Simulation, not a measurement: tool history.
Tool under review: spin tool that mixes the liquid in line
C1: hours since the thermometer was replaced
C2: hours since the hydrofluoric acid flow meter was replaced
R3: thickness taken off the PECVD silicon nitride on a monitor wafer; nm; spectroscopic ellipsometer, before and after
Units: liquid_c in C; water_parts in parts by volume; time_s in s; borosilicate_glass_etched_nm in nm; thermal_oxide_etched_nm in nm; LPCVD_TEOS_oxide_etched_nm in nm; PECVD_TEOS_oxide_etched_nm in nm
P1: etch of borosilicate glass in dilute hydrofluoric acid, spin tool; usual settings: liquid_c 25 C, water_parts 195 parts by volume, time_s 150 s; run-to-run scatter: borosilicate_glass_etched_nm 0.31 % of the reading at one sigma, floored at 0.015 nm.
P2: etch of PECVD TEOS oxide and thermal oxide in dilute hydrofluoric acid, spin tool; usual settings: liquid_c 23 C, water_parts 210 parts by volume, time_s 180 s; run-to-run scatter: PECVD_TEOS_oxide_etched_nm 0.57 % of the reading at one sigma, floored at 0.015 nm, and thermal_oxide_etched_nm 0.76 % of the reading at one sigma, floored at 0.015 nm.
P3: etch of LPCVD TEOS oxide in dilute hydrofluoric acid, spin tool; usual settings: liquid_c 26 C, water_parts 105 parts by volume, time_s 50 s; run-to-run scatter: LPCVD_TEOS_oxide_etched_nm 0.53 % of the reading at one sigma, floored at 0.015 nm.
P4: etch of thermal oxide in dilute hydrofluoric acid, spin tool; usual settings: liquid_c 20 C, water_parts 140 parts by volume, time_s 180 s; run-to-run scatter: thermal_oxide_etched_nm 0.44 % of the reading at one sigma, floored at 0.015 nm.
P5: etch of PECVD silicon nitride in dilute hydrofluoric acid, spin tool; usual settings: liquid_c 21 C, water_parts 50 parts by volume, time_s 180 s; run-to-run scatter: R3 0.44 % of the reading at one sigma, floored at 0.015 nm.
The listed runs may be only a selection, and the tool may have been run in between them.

Run 1, hour 3.3: process P1, liquid_c 25 C, water_parts 195 parts by volume, time_s 150 s; C1 1800.7; C2 147.5. Result: borosilicate_glass_etched_nm 32.234 nm.
Run 2, hour 10: process P1, liquid_c 25 C, water_parts 70 parts by volume, time_s 150 s; C1 1807.4; C2 154.2. Result: borosilicate_glass_etched_nm 104.25 nm.
Run 3, hour 16.3: process P4, liquid_c 20 C, water_parts 205 parts by volume, time_s 180 s; C1 1813.7; C2 160.5. Result: thermal_oxide_etched_nm 3.1843 nm.
Run 4, hour 20.5: process P1, liquid_c 17 C, water_parts 195 parts by volume, time_s 150 s; C1 1817.9; C2 164.7. Result: borosilicate_glass_etched_nm 23.685 nm.
Run 5, hour 24.6: process P5, liquid_c 17 C, water_parts 50 parts by volume, time_s 180 s; C1 1822; C2 168.8. Result: R3 5.4981 nm.
Run 6, hour 30.1: process P1, liquid_c 25 C, water_parts 195 parts by volume, time_s 150 s; C1 1827.5; C2 174.3. Result: borosilicate_glass_etched_nm 31.921 nm.
Run 7, hour 36.3: process P3, liquid_c 26 C, water_parts 105 parts by volume, time_s 50 s; C1 1833.7; C2 180.5. Result: LPCVD_TEOS_oxide_etched_nm 15.723 nm.
Run 8, hour 43.3: process P1, liquid_c 25 C, water_parts 195 parts by volume, time_s 150 s; C1 1840.7; C2 187.5. Result: borosilicate_glass_etched_nm 31.883 nm.
Run 9, hour 49.1: process P4, liquid_c 17 C, water_parts 140 parts by volume, time_s 180 s; C1 1846.5; C2 193.3. Result: thermal_oxide_etched_nm 4.4297 nm.
Run 10, hour 55.1: process P1, liquid_c 25 C, water_parts 195 parts by volume, time_s 150 s; C1 1852.5; C2 199.3. Result: borosilicate_glass_etched_nm 32.254 nm.
Run 11, hour 60.5: process P5, liquid_c 21 C, water_parts 50 parts by volume, time_s 90 s; C1 1857.9; C2 204.7. Result: R3 3.6284 nm.
Run 12, hour 65.2: process P1, liquid_c 25 C, water_parts 195 parts by volume, time_s 255 s; C1 1862.6; C2 209.4. Result: borosilicate_glass_etched_nm 54.658 nm.
Run 13, hour 70.6: process P3, liquid_c 20.5 C, water_parts 105 parts by volume, time_s 50 s; C1 1868; C2 214.8. Result: LPCVD_TEOS_oxide_etched_nm 12.572 nm.
Run 14, hour 76.7: process P1, liquid_c 25 C, water_parts 195 parts by volume, time_s 150 s; C1 1874.1; C2 220.9. Result: borosilicate_glass_etched_nm 31.977 nm.
Run 15, hour 82.6: process P2, liquid_c 17 C, water_parts 210 parts by volume, time_s 180 s; C1 1880; C2 226.8. Result: thermal_oxide_etched_nm 2.7968 nm, PECVD_TEOS_oxide_etched_nm 5.5207 nm.
Run 16, hour 88.9: process P3, liquid_c 26 C, water_parts 105 parts by volume, time_s 90 s; C1 1886.3; C2 233.1. Result: LPCVD_TEOS_oxide_etched_nm 28.508 nm.
Run 17, hour 95.3: process P2, liquid_c 23 C, water_parts 210 parts by volume, time_s 355 s; C1 1892.7; C2 239.5. Result: thermal_oxide_etched_nm 6.9458 nm, PECVD_TEOS_oxide_etched_nm 13.795 nm.
Run 18, hour 99.6: process P3, liquid_c 26 C, water_parts 60 parts by volume, time_s 50 s; C1 1897; C2 243.8. Result: LPCVD_TEOS_oxide_etched_nm 29.192 nm.
Run 19, hour 103.3: process P1, liquid_c 25 C, water_parts 195 parts by volume, time_s 150 s; C1 1900.7; C2 247.5. Result: borosilicate_glass_etched_nm 32.09 nm.
Run 20, hour 109: process P2, liquid_c 23 C, water_parts 320 parts by volume, time_s 180 s; C1 1906.4; C2 253.2. Result: thermal_oxide_etched_nm 2.1087 nm, PECVD_TEOS_oxide_etched_nm 4.1495 nm.
Run 21, hour 112.4: process P1, liquid_c 17.5 C, water_parts 270 parts by volume, time_s 150 s; C1 1909.8; C2 256.6. Result: borosilicate_glass_etched_nm 16.264 nm.
Run 22, hour 119.3: process P1, liquid_c 21.5 C, water_parts 315 parts by volume, time_s 150 s; C1 1916.7; C2 263.5. Result: borosilicate_glass_etched_nm 15.547 nm.
Run 23, hour 125.8: process P1, liquid_c 32.5 C, water_parts 195 parts by volume, time_s 150 s; C1 1923.2; C2 270. Result: borosilicate_glass_etched_nm 41.996 nm.
Run 24, hour 129.4: process P4, liquid_c 20 C, water_parts 140 parts by volume, time_s 275 s; C1 1926.8; C2 273.6. Result: thermal_oxide_etched_nm 7.6064 nm.
Run 25, hour 135.2: process P5, liquid_c 21 C, water_parts 50 parts by volume, time_s 180 s; C1 1932.6; C2 279.4. Result: R3 7.2678 nm.
Run 26, hour 141.5: process P3, liquid_c 26 C, water_parts 105 parts by volume, time_s 50 s; C1 1938.9; C2 285.7. Result: LPCVD_TEOS_oxide_etched_nm 15.485 nm.
Run 27, hour 146.5: process P1, liquid_c 25 C, water_parts 325 parts by volume, time_s 150 s; C1 1943.9; C2 290.7. Result: borosilicate_glass_etched_nm 16.882 nm.
Run 28, hour 150.4: process P1, liquid_c 25 C, water_parts 125 parts by volume, time_s 85 s; C1 1947.8; C2 294.6. Result: borosilicate_glass_etched_nm 30.656 nm.
Run 29, hour 153.5: process P1, liquid_c 25 C, water_parts 195 parts by volume, time_s 30 s; C1 1950.9; C2 297.7. Result: borosilicate_glass_etched_nm 6.3905 nm.
Run 30, hour 160.4: process P1, liquid_c 25 C, water_parts 195 parts by volume, time_s 150 s; C1 1957.8; C2 304.6. Result: borosilicate_glass_etched_nm 32.193 nm.
Run 31, hour 166.1: process P5, liquid_c 21 C, water_parts 50 parts by volume, time_s 180 s; C1 1963.5; C2 310.3. Result: R3 7.301 nm.
Run 32, hour 171.9: process P5, liquid_c 21 C, water_parts 20 parts by volume, time_s 180 s; C1 1969.3; C2 316.1. Result: R3 17.491 nm.
Run 33, hour 177.7: process P2, liquid_c 23 C, water_parts 210 parts by volume, time_s 180 s; C1 1975.1; C2 321.9. Result: thermal_oxide_etched_nm 3.5421 nm, PECVD_TEOS_oxide_etched_nm 7.0007 nm.
Run 34, hour 184.8: process P4, liquid_c 20 C, water_parts 140 parts by volume, time_s 180 s; C1 1982.2; C2 329. Result: thermal_oxide_etched_nm 4.9808 nm.
Run 35, hour 188.5: process P1, liquid_c 25 C, water_parts 195 parts by volume, time_s 150 s; C1 1985.9; C2 332.7. Result: borosilicate_glass_etched_nm 31.897 nm.
Run 36, hour 191.7: process P1, liquid_c 25 C, water_parts 195 parts by volume, time_s 150 s; C1 1989.1; C2 335.9. Result: borosilicate_glass_etched_nm 31.238 nm.
Run 37, hour 195.6: process P1, liquid_c 25 C, water_parts 195 parts by volume, time_s 150 s; C1 1993; C2 339.8. Result: borosilicate_glass_etched_nm 30.741 nm.
Run 38, hour 200.5: process P1, liquid_c 25 C, water_parts 195 parts by volume, time_s 150 s; C1 1997.9; C2 344.7. Result: borosilicate_glass_etched_nm 30.288 nm.
Run 39, hour 205: process P1, liquid_c 25 C, water_parts 195 parts by volume, time_s 150 s; C1 2002.4; C2 349.2. Result: borosilicate_glass_etched_nm 30.161 nm.
Run 40, hour 212: process P1, liquid_c 25 C, water_parts 195 parts by volume, time_s 150 s; C1 2009.4; C2 356.2. Result: borosilicate_glass_etched_nm 30.048 nm.
Run 41, hour 218.4: process P1, liquid_c 25 C, water_parts 195 parts by volume, time_s 150 s; C1 2015.8; C2 362.6. Result: borosilicate_glass_etched_nm 29.965 nm.

Compared with where it was, what P1 gives has crept away. Each cause listed below fits the log as well as the rest, at the size given for it:
A: liquid colder than its thermometer reads (K) = 1.87
B: hydrofluoric acid flow below the setpoint (%) = 5.49
The creep began at about hour 188.5.

Each of the 4 check runs below uses one wafer; its results are left as question marks. Which run tells the causes apart?
Run check 1, hour 224.8: process P4, liquid_c 20 C, water_parts 205 parts by volume, time_s 180 s. Result: thermal_oxide_etched_nm ?.
Run check 2, hour 224.8: process P5, liquid_c 21 C, water_parts 20 parts by volume, time_s 180 s. Result: R3 ?.
Run check 3, hour 224.8: process P2, liquid_c 18.5 C, water_parts 210 parts by volume, time_s 270 s. Result: thermal_oxide_etched_nm ?, PECVD_TEOS_oxide_etched_nm ?.
Run check 4, hour 224.8: process P3, liquid_c 20.5 C, water_parts 105 parts by volume, time_s 50 s. Result: LPCVD_TEOS_oxide_etched_nm ?.

Expected result of each check under each candidate cause:
  check                      result    if A    if B
check 1     thermal_oxide_etched_nm  2.9528  2.9667
check 2                          R3  15.349  16.596
check 3     thermal_oxide_etched_nm  4.1571  4.1817
check 3  PECVD_TEOS_oxide_etched_nm  8.2558  8.3046
check 4  LPCVD_TEOS_oxide_etched_nm  11.678  11.838
Minimum pairwise separation of causes per check, each pair taken at its best-separating result: check 1 0.47 %; check 2 7.81 %; check 3 0.59 %; check 4 1.36 %
Only in check 2 would the causes give clearly different results; in the remaining checks their results would be nearly the same.

The results of check 2 are: R3 16.497 nm. Based on these, which of the listed causes is it?

Of the candidate causes, it is B: hydrofluoric acid flow below the setpoint (%).

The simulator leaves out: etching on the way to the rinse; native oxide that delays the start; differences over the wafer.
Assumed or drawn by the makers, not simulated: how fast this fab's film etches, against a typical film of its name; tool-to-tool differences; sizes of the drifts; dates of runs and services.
